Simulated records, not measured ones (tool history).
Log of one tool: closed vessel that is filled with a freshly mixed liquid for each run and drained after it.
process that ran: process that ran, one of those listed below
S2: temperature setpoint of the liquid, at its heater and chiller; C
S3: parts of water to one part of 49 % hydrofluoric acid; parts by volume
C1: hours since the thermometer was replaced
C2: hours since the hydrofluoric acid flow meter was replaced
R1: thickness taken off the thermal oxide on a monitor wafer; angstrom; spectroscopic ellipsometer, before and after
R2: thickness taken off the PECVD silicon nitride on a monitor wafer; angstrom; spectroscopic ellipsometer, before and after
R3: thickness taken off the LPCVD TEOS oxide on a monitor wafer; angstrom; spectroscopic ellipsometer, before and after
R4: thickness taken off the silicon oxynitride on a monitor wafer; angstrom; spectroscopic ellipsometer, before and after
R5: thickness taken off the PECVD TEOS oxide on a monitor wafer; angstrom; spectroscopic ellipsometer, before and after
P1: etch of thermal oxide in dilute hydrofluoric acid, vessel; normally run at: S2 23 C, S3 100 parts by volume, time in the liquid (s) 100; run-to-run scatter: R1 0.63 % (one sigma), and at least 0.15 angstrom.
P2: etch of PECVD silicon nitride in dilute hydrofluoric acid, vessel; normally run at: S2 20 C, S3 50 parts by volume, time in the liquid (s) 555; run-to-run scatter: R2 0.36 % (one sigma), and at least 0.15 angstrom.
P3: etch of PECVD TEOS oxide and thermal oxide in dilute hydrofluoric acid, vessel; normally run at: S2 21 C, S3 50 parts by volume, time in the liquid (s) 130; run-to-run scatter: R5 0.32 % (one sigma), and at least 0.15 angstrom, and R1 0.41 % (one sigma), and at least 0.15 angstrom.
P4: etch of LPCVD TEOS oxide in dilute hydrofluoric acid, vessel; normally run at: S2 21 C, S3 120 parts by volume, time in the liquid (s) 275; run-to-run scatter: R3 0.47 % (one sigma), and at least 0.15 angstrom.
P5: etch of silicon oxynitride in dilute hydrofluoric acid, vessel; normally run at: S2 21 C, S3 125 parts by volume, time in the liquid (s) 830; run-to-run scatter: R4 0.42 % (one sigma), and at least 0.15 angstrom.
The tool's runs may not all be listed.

Run 1, hour 4.6: process that ran P1, S2 23 C, S3 100 parts by volume, time in the liquid (s) 100; C1 793.3; C2 651.9. Result: R1 43.281 angstrom.
Run 2, hour 9: process that ran P2, S2 20 C, S3 50 parts by volume, time in the liquid (s) 555; C1 797.7; C2 656.3. Result: R2 215.46 angstrom.
Run 3, hour 12: process that ran P1, S2 23 C, S3 180 parts by volume, time in the liquid (s) 100; C1 800.7; C2 659.3. Result: R1 22.332 angstrom.
Run 4, hour 15.6: process that ran P1, S2 23 C, S3 100 parts by volume, time in the liquid (s) 30; C1 804.3; C2 662.9. Result: R1 13.021 angstrom.
Run 5, hour 18.9: process that ran P1, S2 17 C, S3 100 parts by volume, time in the liquid (s) 100; C1 807.6; C2 666.2. Result: R1 34.433 angstrom.
Run 6, hour 22.1: process that ran P1, S2 23 C, S3 60 parts by volume, time in the liquid (s) 100; C1 810.8; C2 669.4. Result: R1 76.814 angstrom.
Run 7, hour 24.9: process that ran P4, S2 21 C, S3 185 parts by volume, time in the liquid (s) 275; C1 813.6; C2 672.2. Result: R3 284.45 angstrom.
Run 8, hour 27.3: process that ran P4, S2 25 C, S3 120 parts by volume, time in the liquid (s) 275; C1 816; C2 674.6. Result: R3 552.04 angstrom.
Run 9, hour 30.9: process that ran P2, S2 20 C, S3 50 parts by volume, time in the liquid (s) 555; C1 819.6; C2 678.2. Result: R2 215.97 angstrom.
Run 10, hour 35: process that ran P2, S2 20 C, S3 50 parts by volume, time in the liquid (s) 1060; C1 823.7; C2 682.3. Result: R2 410.54 angstrom.
Run 11, hour 38.8: process that ran P4, S2 21 C, S3 120 parts by volume, time in the liquid (s) 275; C1 827.5; C2 686.1. Result: R3 472.36 angstrom.
Run 12, hour 42: process that ran P1, S2 23 C, S3 100 parts by volume, time in the liquid (s) 100; C1 830.7; C2 689.3. Result: R1 43.592 angstrom.
Run 13, hour 46.4: process that ran P5, S2 21 C, S3 125 parts by volume, time in the liquid (s) 830; C1 835.1; C2 693.7. Result: R4 117.2 angstrom.
Run 14, hour 49: process that ran P3, S2 21 C, S3 50 parts by volume, time in the liquid (s) 30; C1 837.7; C2 696.3. Result: R1 27.535 angstrom, R5 59.043 angstrom.
Run 15, hour 52.7: process that ran P2, S2 25 C, S3 50 parts by volume, time in the liquid (s) 555; C1 841.4; C2 700. Result: R2 301.71 angstrom.
Run 16, hour 57.4: process that ran P1, S2 23 C, S3 100 parts by volume, time in the liquid (s) 100; C1 846.1; C2 704.7. Result: R1 44.003 angstrom.
Run 17, hour 61.9: process that ran P5, S2 21 C, S3 225 parts by volume, time in the liquid (s) 830; C1 850.6; C2 709.2. Result: R4 61.102 angstrom.
Run 18, hour 65.1: process that ran P5, S2 29 C, S3 125 parts by volume, time in the liquid (s) 830; C1 853.8; C2 712.4. Result: R4 169.61 angstrom.
Run 19, hour 69.5: process that ran P1, S2 23 C, S3 100 parts by volume, time in the liquid (s) 155; C1 858.2; C2 716.8. Result: R1 67.311 angstrom.
Run 20, hour 72.4: process that ran P1, S2 23 C, S3 140 parts by volume, time in the liquid (s) 140; C1 861.1; C2 719.7. Result: R1 41.48 angstrom.
Run 21, hour 75.1: process that ran P1, S2 23 C, S3 50 parts by volume, time in the liquid (s) 190; C1 863.8; C2 722.4. Result: R1 176.81 angstrom.
Run 22, hour 79.2: process that ran P3, S2 21 C, S3 50 parts by volume, time in the liquid (s) 130; C1 867.9; C2 726.5. Result: R1 117.49 angstrom, R5 255.33 angstrom.
Run 23, hour 84.3: process that ran P1, S2 23 C, S3 100 parts by volume, time in the liquid (s) 100; C1 873; C2 731.6. Result: R1 43.724 angstrom.
Run 24, hour 88: process that ran P1, S2 23 C, S3 100 parts by volume, time in the liquid (s) 100; C1 876.7; C2 735.3. Result: R1 44.111 angstrom.
Run 25, hour 92.2: process that ran P1, S2 30 C, S3 100 parts by volume, time in the liquid (s) 100; C1 880.9; C2 739.5. Result: R1 57.199 angstrom.
Run 26, hour 95.9: process that ran P3, S2 21 C, S3 20 parts by volume, time in the liquid (s) 130; C1 884.6; C2 743.2. Result: R1 305.06 angstrom, R5 661.93 angstrom.
Run 27, hour 100.6: process that ran P3, S2 21 C, S3 50 parts by volume, time in the liquid (s) 130; C1 889.3; C2 747.9. Result: R1 117.36 angstrom, R5 255.59 angstrom.
Run 28, hour 104.4: process that ran P5, S2 21 C, S3 125 parts by volume, time in the liquid (s) 1350; C1 893.1; C2 751.7. Result: R4 190.06 angstrom.
Run 29, hour 108.7: process that ran P2, S2 20 C, S3 20 parts by volume, time in the liquid (s) 555; C1 897.4; C2 756. Result: R2 521.34 angstrom.
Run 30, hour 112: process that ran P3, S2 27 C, S3 50 parts by volume, time in the liquid (s) 130; C1 900.7; C2 759.3. Result: R1 149.87 angstrom, R5 326.4 angstrom.
Run 31, hour 116: process that ran P1, S2 23 C, S3 100 parts by volume, time in the liquid (s) 100; C1 904.7; C2 763.3. Result: R1 43.971 angstrom.
Run 32, hour 120.1: process that ran P4, S2 21 C, S3 120 parts by volume, time in the liquid (s) 30; C1 908.8; C2 767.4. Result: R3 51.128 angstrom.
Run 33, hour 123.7: process that ran P5, S2 21 C, S3 125 parts by volume, time in the liquid (s) 830; C1 912.4; C2 771. Result: R4 117.75 angstrom.
Run 34, hour 126.7: process that ran P1, S2 23 C, S3 100 parts by volume, time in the liquid (s) 100; C1 915.4; C2 774. Result: R1 43.508 angstrom.
Run 35, hour 129.5: process that ran P1, S2 23 C, S3 100 parts by volume, time in the liquid (s) 100; C1 918.2; C2 776.8. Result: R1 42.346 angstrom.
Run 36, hour 133.5: process that ran P1, S2 23 C, S3 100 parts by volume, time in the liquid (s) 100; C1 922.2; C2 780.8. Result: R1 41.432 angstrom.
Run 37, hour 136.7: process that ran P1, S2 23 C, S3 100 parts by volume, time in the liquid (s) 100; C1 925.4; C2 784. Result: R1 40.516 angstrom.
Run 38, hour 140.2: process that ran P1, S2 23 C, S3 100 parts by volume, time in the liquid (s) 100; C1 928.9; C2 787.5. Result: R1 40.473 angstrom.
Run 39, hour 144.3: process that ran P1, S2 23 C, S3 100 parts by volume, time in the liquid (s) 100; C1 933; C2 791.6. Result: R1 40.675 angstrom.
Run 40, hour 146.9: process that ran P1, S2 23 C, S3 100 parts by volume, time in the liquid (s) 100; C1 935.6; C2 794.2. Result: R1 40.864 angstrom.
Run 41, hour 152: process that ran P1, S2 23 C, S3 100 parts by volume, time in the liquid (s) 100; C1 940.7; C2 799.3. Result: R1 40.282 angstrom.

What P1 gives has crept away from where it was. These 2 causes fit the log equally well, each at the size given:
A: liquid colder than its thermometer reads (K) = 2.05
B: hydrofluoric acid flow below the setpoint (%) = 7.08
The creep began at about hour 126.7.

4 check runs are offered, one wafer each, their results left as question marks. Which one tells the causes apart?
Run check 1, hour 157.1: process that ran P4, S2 21 C, S3 120 parts by volume, time in the liquid (s) 40. Result: R3 ?.
Run check 2, hour 157.1: process that ran P3, S2 25 C, S3 50 parts by volume, time in the liquid (s) 130. Result: R1 ?, R5 ?.
Run check 3, hour 157.1: process that ran P5, S2 28 C, S3 220 parts by volume, time in the liquid (s) 830. Result: R4 ?.
Run check 4, hour 157.1: process that ran P2, S2 20 C, S3 20 parts by volume, time in the liquid (s) 860. Result: R2 ?.

What each check would give under each cause:
  check  result    if A    if B
check 1      R3  62.781   62.76
check 2      R1  127.82  128.56
check 2      R5  277.56  279.17
check 3      R4  77.559  77.592
check 4      R2  698.75  753.86
How far apart the two closest causes lie, in the result that separates them most: check 1 0.03 %; check 2 0.58 %; check 3 0.04 %; check 4 7.59 %
Only check 4 tells the causes apart: in the others they would give nearly the same result.

Then check 4 was run and gave: R2 753.26 angstrom. Which cause is it?

It is B: hydrofluoric acid flow below the setpoint (%).

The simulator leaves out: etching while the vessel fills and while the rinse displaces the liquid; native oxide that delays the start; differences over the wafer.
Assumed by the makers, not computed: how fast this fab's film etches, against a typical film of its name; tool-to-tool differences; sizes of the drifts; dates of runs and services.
